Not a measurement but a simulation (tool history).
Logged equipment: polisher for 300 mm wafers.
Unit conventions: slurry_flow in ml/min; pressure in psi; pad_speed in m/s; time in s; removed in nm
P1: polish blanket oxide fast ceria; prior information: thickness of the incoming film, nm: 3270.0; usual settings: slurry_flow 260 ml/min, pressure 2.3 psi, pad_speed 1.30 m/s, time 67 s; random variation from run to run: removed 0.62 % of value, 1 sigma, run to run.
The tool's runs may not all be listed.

run,day,slurry_flow,pressure,pad_speed,time,removed
1,0.296,260,2.3,1.30,67,913.37
2,0.692,260,2.3,1.30,67,895.96
3,1.108,260,2.3,1.30,67,892.86
4,1.404,260,2.3,1.30,67,903.11
5,1.883,260,2.3,1.30,67,910.31
6,2.246,155,2.3,1.30,67,845.02
7,2.712,260,2.3,0.68,67,472.33
# day 2.942: slurry nozzle cleaned
8,3.058,335,2.3,0.84,67,598.60
9,3.438,395,2.3,0.64,67,463.53
10,3.742,355,2.3,1.30,67,931.14
11,3.967,260,1.0,1.30,67,392.07
12,4.262,260,2.9,1.30,67,1137.10
13,4.529,260,2.3,1.30,86,1174.10
# day 4.850: worn pad replaced by a new one
14,5.017,260,2.3,1.30,36,491.08
15,5.333,260,2.3,1.74,67,1197.70
16,5.612,320,2.3,1.92,67,1358.10
17,6.075,260,2.3,1.30,67,906.83
18,6.558,260,2.3,1.30,67,880.31
19,6.879,260,2.3,1.30,67,879.24
20,7.238,260,2.3,1.30,67,862.01

Forecast run 21:
21,7.542,260,2.3,1.30,67,?

Run 21 yielded removed 857.87 nm.
